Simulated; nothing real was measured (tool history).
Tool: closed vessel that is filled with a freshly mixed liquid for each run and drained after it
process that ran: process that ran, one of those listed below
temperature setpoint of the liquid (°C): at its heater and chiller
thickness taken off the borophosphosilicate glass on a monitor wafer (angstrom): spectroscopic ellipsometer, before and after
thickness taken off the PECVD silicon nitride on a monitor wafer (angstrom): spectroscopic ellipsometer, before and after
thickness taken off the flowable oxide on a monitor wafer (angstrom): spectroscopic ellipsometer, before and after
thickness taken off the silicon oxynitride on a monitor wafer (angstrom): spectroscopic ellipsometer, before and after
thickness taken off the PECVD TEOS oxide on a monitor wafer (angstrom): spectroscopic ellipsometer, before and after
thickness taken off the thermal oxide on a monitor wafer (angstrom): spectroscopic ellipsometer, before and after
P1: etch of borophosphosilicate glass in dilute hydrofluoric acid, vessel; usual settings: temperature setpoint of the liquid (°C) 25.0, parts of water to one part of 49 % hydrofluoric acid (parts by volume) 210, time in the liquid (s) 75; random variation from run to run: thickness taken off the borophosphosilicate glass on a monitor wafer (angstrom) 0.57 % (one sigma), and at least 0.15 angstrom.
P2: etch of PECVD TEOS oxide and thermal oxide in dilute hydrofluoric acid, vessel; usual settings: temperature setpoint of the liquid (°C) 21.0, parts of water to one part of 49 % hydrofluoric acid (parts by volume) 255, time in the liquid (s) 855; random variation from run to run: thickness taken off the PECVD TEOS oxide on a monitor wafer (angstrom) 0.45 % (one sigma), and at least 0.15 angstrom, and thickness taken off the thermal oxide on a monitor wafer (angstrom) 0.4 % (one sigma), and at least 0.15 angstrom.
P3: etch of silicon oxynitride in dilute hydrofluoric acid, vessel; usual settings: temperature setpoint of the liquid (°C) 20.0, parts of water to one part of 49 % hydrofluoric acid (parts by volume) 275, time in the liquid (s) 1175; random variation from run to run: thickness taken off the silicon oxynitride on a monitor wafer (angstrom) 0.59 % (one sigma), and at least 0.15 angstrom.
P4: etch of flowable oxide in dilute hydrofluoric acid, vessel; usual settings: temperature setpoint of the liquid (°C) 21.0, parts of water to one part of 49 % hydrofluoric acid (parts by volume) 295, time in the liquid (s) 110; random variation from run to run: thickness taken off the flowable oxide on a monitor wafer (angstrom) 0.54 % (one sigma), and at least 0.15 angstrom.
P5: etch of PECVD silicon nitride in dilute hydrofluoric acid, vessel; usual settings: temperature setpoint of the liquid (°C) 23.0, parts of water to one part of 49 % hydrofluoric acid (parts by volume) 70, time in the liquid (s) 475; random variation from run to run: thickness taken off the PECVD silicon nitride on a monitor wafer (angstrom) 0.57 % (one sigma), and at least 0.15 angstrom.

run	hour	process that ran	temperature setpoint of the liquid (°C)	parts of water to one part of 49 % hydrofluoric acid (parts by volume)	time in the liquid (s)	hours since the thermometer was replaced	hours since the hydrofluoric acid flow meter was replaced	thickness taken off the borophosphosilicate glass on a monitor wafer (angstrom)	thickness taken off the PECVD silicon nitride on a monitor wafer (angstrom)	thickness taken off the flowable oxide on a monitor wafer (angstrom)	thickness taken off the silicon oxynitride on a monitor wafer (angstrom)	thickness taken off the PECVD TEOS oxide on a monitor wafer (angstrom)	thickness taken off the thermal oxide on a monitor wafer (angstrom)
1	5.7	P1	25.0	210	75	394.3	570.2	136.840					
2	13.9	P1	25.0	385	75	402.5	578.4	61.922					
3	19.8	P1	25.0	210	40	408.4	584.3	72.294					
4	28.6	P5	23.0	70	190	417.2	593.1		142.02				
5	34.9	P1	25.0	130	75	423.5	599.4	240.010					
6	41.7	P4	21.0	295	110	430.3	606.2			94.814			
7	48.6	P3	20.0	460	1175	437.2	613.1				23.123		
8	56.1	P2	21.0	255	855	444.7	620.6					239.79	121.500
9	64.4	P2	21.0	255	485	453.0	628.9					136.45	69.308
10	70.2	P5	23.0	45	475	458.8	634.7		547.16				
11	77.3	P4	17.0	295	110	465.9	641.8			81.591			
12	82.2	P3	20.0	275	1175	470.8	646.7				43.302		
13	86.6	P4	21.0	295	110	475.2	651.1			96.428			
14	92.9	P2	21.0	370	855	481.5	657.4					148.81	75.896
15	102.2	P5	17.0	70	475	490.8	666.7		236.61				
16	108.8	P2	21.0	255	855	497.4	673.3					238.24	122.460
17	113.1	P1	18.5	295	75	501.7	677.6	69.556					
18	118.2	P3	20.0	275	2200	506.8	682.7				81.279		
19	123.7	P1	25.0	210	75	512.3	688.2	136.100					
20	128.0	P1	25.0	210	110	516.6	692.5	198.370					
21	132.7	P2	27.5	255	855	521.3	697.2					302.56	154.200
22	139.9	P1	20.5	210	30	528.5	704.4	45.476					
23	146.5	P4	21.0	455	110	535.1	711.0			54.045			
24	153.3	P5	23.0	70	475	541.9	717.8		357.19				
25	160.7	P1	21.0	340	75	549.3	725.2	64.970					
26	168.1	P1	18.5	210	75	556.7	732.6	105.250					
27	177.0	P4	21.0	295	30	565.6	741.5			26.004			
28	185.1	P1	30.5	210	75	573.7	749.6	164.540					
29	189.8	P3	28.5	275	1175	578.4	754.3				62.379		
30	194.9	P3	20.0	275	1175	583.5	759.4				43.644		
31	200.1	P5	23.0	70	475	588.7	764.6		356.05				
32	208.9	P1	25.0	210	75	597.5	773.4	135.220					
33	213.8	P1	25.0	210	75	602.4	778.3	136.190					
34	219.1	P1	25.0	210	75	607.7	783.6	135.850					
35	223.5	P1	25.0	210	75	612.1	788.0	131.930					
36	230.1	P1	25.0	210	75	618.7	794.6	130.280					
37	238.8	P1	25.0	210	75	627.4	803.3	129.990					
38	247.3	P1	25.0	210	75	635.9	811.8	128.500					
39	251.9	P1	25.0	210	75	640.5	816.4	128.600					
40	258.3	P1	25.0	210	75	646.9	822.8	128.880					

What P1 gives has crept away from where it was. These 2 causes fit the log equally well, each at the size given:
A: hydrofluoric acid flow below the setpoint (%) = 4.5
B: liquid colder than its thermometer reads (K) = 1.55
The creep began at about hour 219.1.

4 check runs are offered, one wafer each, their results left as question marks. Which one tells the causes apart?
check 1	264.7	P3	20.0	275	1175						?		
check 2	264.7	P5	23.0	70	475				?				
check 3	264.7	P4	21.0	295	110					?			
check 4	264.7	P2	21.0	255	855							?	?

What each check would give under each cause:
check	result	if A	if B
check 1	thickness taken off the silicon oxynitride on a monitor wafer (angstrom)	41.143	40.484
check 2	thickness taken off the PECVD silicon nitride on a monitor wafer (angstrom)	340.35	320.61
check 3	thickness taken off the flowable oxide on a monitor wafer (angstrom)	89.788	89.978
check 4	thickness taken off the PECVD TEOS oxide on a monitor wafer (angstrom)	225.02	224.92
check 4	thickness taken off the thermal oxide on a monitor wafer (angstrom)	115.570	115.520
How far apart the two closest causes lie, in the result that separates them most: check 1 1.62 %; check 2 5.97 %; check 3 0.21 %; check 4 0.04 %
Only check 2 tells the causes apart: in the others they would give nearly the same result.

Check 2 was then run and gave: thickness taken off the PECVD silicon nitride on a monitor wafer (angstrom) 341.04. Which cause is it?

It is A: hydrofluoric acid flow below the setpoint (%).

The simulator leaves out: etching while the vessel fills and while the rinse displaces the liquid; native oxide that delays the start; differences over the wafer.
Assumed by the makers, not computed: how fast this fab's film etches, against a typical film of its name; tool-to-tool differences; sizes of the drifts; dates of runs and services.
